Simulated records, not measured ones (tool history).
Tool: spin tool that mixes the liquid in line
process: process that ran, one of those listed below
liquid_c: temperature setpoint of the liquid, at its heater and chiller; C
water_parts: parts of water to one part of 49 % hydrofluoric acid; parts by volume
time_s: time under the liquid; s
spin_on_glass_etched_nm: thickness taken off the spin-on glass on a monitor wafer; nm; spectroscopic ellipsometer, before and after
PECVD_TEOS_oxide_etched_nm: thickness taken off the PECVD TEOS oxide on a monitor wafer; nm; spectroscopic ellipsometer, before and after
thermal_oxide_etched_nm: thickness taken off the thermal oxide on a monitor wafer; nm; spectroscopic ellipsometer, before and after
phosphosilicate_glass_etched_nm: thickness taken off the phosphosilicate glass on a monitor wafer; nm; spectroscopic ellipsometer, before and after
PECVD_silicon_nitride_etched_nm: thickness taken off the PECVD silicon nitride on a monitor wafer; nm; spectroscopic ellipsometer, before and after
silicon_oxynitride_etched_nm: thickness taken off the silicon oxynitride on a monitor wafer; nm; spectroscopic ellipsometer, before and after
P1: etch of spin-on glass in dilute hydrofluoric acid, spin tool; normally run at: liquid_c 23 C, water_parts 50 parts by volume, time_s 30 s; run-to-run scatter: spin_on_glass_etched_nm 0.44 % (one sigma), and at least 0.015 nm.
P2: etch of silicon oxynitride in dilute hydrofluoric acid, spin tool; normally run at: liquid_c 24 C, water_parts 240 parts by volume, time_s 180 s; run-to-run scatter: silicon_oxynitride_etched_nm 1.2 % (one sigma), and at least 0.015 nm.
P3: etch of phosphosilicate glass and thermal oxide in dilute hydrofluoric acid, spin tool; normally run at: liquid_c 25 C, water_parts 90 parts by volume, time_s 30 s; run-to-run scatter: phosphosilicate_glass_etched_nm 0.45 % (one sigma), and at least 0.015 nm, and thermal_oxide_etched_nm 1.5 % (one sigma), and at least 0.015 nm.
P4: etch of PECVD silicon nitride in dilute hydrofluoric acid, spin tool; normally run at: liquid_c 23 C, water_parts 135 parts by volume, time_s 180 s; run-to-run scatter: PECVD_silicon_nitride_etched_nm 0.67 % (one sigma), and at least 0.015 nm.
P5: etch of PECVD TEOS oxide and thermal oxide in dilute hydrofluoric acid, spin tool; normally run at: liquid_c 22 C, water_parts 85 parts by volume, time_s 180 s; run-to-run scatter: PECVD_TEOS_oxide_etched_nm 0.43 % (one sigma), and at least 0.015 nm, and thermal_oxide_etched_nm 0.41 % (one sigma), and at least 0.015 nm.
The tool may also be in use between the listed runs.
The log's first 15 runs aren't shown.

run,hour,process,liquid_c,water_parts,time_s,spin_on_glass_etched_nm,PECVD_TEOS_oxide_etched_nm,thermal_oxide_etched_nm,phosphosilicate_glass_etched_nm,PECVD_silicon_nitride_etched_nm,silicon_oxynitride_etched_nm
16,179.3,P1,23,75,30,17.948,,,,,
17,192.3,P1,23,50,30,27.674,,,,,
18,204.7,P4,29.5,135,180,,,,,4.9031,
19,218.8,P5,22,85,60,,5.4823,2.9571,,,
20,226.4,P2,24,240,180,,,,,,1.6148
21,235.1,P3,25,90,60,,,3.1947,89.174,,
22,247.9,P1,23,50,30,27.592,,,,,
23,261,P1,23,50,30,27.523,,,,,
24,276.1,P4,23,190,180,,,,,2.2934,
25,289.2,P1,19.5,50,30,23.924,,,,,

The next listed run, before its measurement:
26,302.1,P2,18.5,240,180,,,,,,?

Run 26 gave silicon_oxynitride_etched_nm 1.2803 nm.
